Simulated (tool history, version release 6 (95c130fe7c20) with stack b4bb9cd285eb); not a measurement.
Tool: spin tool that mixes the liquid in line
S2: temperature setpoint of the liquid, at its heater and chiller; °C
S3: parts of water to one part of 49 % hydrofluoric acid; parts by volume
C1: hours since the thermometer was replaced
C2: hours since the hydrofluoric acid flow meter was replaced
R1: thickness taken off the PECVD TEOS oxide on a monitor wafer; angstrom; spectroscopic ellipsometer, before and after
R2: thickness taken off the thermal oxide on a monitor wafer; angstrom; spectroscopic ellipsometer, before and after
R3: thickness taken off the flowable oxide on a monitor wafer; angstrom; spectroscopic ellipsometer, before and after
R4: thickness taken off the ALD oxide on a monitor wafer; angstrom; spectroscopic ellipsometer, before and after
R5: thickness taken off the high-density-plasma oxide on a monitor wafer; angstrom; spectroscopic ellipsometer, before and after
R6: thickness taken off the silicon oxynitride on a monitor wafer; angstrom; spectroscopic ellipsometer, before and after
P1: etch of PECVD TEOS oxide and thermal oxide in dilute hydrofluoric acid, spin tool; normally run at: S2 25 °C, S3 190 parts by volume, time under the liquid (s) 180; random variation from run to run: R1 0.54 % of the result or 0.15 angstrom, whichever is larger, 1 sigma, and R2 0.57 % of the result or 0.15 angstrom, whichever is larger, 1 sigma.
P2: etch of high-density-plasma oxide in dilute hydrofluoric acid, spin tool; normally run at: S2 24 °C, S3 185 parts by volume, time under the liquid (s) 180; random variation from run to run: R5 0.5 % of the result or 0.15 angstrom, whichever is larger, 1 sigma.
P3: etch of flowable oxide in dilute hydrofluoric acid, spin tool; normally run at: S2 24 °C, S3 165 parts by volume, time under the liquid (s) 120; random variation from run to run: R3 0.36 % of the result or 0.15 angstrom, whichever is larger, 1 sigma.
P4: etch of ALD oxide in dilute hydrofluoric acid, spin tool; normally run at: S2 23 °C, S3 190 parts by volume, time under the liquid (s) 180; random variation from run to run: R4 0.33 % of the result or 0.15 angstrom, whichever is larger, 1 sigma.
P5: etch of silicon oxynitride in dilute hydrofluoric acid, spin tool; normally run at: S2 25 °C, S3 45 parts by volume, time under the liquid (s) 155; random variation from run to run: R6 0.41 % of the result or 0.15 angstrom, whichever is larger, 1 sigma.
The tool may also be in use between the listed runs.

Run 1, hour 2.9: process that ran P1, S2 25 °C, S3 190 parts by volume, time under the liquid (s) 180; C1 1444.2; C2 184.5. Result: R1 95.048 angstrom, R2 42.354 angstrom.
Run 2, hour 6.1: process that ran P3, S2 29.5 °C, S3 165 parts by volume, time under the liquid (s) 120; C1 1447.4; C2 187.7. Result: R3 208.26 angstrom.
Run 3, hour 11.7: process that ran P1, S2 25 °C, S3 190 parts by volume, time under the liquid (s) 65; C1 1453; C2 193.3. Result: R1 33.861 angstrom, R2 14.869 angstrom.
Run 4, hour 14.7: process that ran P1, S2 25 °C, S3 190 parts by volume, time under the liquid (s) 180; C1 1456; C2 196.3. Result: R1 94.434 angstrom, R2 41.736 angstrom.
Run 5, hour 20.3: process that ran P4, S2 23 °C, S3 190 parts by volume, time under the liquid (s) 70; C1 1461.6; C2 201.9. Result: R4 43.062 angstrom.
Run 6, hour 26.1: process that ran P1, S2 20 °C, S3 190 parts by volume, time under the liquid (s) 180; C1 1467.4; C2 207.7. Result: R1 77.901 angstrom, R2 35.279 angstrom.
At hour 28: thermometer replaced.
Run 7, hour 30.1: process that ran P4, S2 17 °C, S3 190 parts by volume, time under the liquid (s) 180; C1 2.2; C2 211.7. Result: R4 87.685 angstrom.
Run 8, hour 35.4: process that ran P2, S2 31.5 °C, S3 185 parts by volume, time under the liquid (s) 180; C1 7.5; C2 217. Result: R5 60.912 angstrom.
Run 9, hour 40.9: process that ran P2, S2 24 °C, S3 185 parts by volume, time under the liquid (s) 355; C1 13; C2 222.5. Result: R5 91.849 angstrom.
Run 10, hour 44.7: process that ran P5, S2 25 °C, S3 45 parts by volume, time under the liquid (s) 230; C1 16.8; C2 226.3. Result: R6 104.5 angstrom.
Run 11, hour 50.7: process that ran P1, S2 25 °C, S3 100 parts by volume, time under the liquid (s) 20; C1 22.8; C2 232.3. Result: R1 22.16 angstrom, R2 10.138 angstrom.
Run 12, hour 53.9: process that ran P1, S2 25 °C, S3 35 parts by volume, time under the liquid (s) 180; C1 26; C2 235.5. Result: R1 618.75 angstrom, R2 277.02 angstrom.
Run 13, hour 59.9: process that ran P3, S2 24 °C, S3 165 parts by volume, time under the liquid (s) 120; C1 32; C2 241.5. Result: R3 170.65 angstrom.
Run 14, hour 63.9: process that ran P1, S2 25 °C, S3 315 parts by volume, time under the liquid (s) 180; C1 36; C2 245.5. Result: R1 49.973 angstrom, R2 22.267 angstrom.
Run 15, hour 69.1: process that ran P3, S2 24 °C, S3 85 parts by volume, time under the liquid (s) 120; C1 41.2; C2 250.7. Result: R3 361.19 angstrom.
Run 16, hour 73.4: process that ran P4, S2 23 °C, S3 190 parts by volume, time under the liquid (s) 180; C1 45.5; C2 255. Result: R4 110.53 angstrom.
Run 17, hour 76.4: process that ran P5, S2 25 °C, S3 25 parts by volume, time under the liquid (s) 155; C1 48.5; C2 258. Result: R6 127.29 angstrom.
Run 18, hour 81: process that ran P1, S2 25 °C, S3 190 parts by volume, time under the liquid (s) 180; C1 53.1; C2 262.6. Result: R1 95.036 angstrom, R2 42.536 angstrom.
Run 19, hour 85.1: process that ran P1, S2 25 °C, S3 190 parts by volume, time under the liquid (s) 180; C1 57.2; C2 266.7. Result: R1 94.075 angstrom, R2 42.293 angstrom.
Run 20, hour 90.6: process that ran P2, S2 24 °C, S3 70 parts by volume, time under the liquid (s) 180; C1 62.7; C2 272.2. Result: R5 139.9 angstrom.
Run 21, hour 96.2: process that ran P4, S2 23 °C, S3 190 parts by volume, time under the liquid (s) 180; C1 68.3; C2 277.8. Result: R4 110.15 angstrom.
Run 22, hour 101: process that ran P1, S2 18.5 °C, S3 300 parts by volume, time under the liquid (s) 180; C1 73.1; C2 282.6. Result: R1 41.912 angstrom, R2 18.777 angstrom.
Run 23, hour 105.8: process that ran P2, S2 24 °C, S3 185 parts by volume, time under the liquid (s) 180; C1 77.9; C2 287.4. Result: R5 46.589 angstrom.
Run 24, hour 108.6: process that ran P5, S2 19 °C, S3 45 parts by volume, time under the liquid (s) 155; C1 80.7; C2 290.2. Result: R6 51.858 angstrom.

The next listed run, before its measurement:
Run 25, hour 114.3: process that ran P1, S2 25 °C, S3 190 parts by volume, time under the liquid (s) 180; C1 86.4; C2 295.9. Result: R1 ?, R2 ?.

Run 25 gave R1 94.554 angstrom, R2 42.72 angstrom.
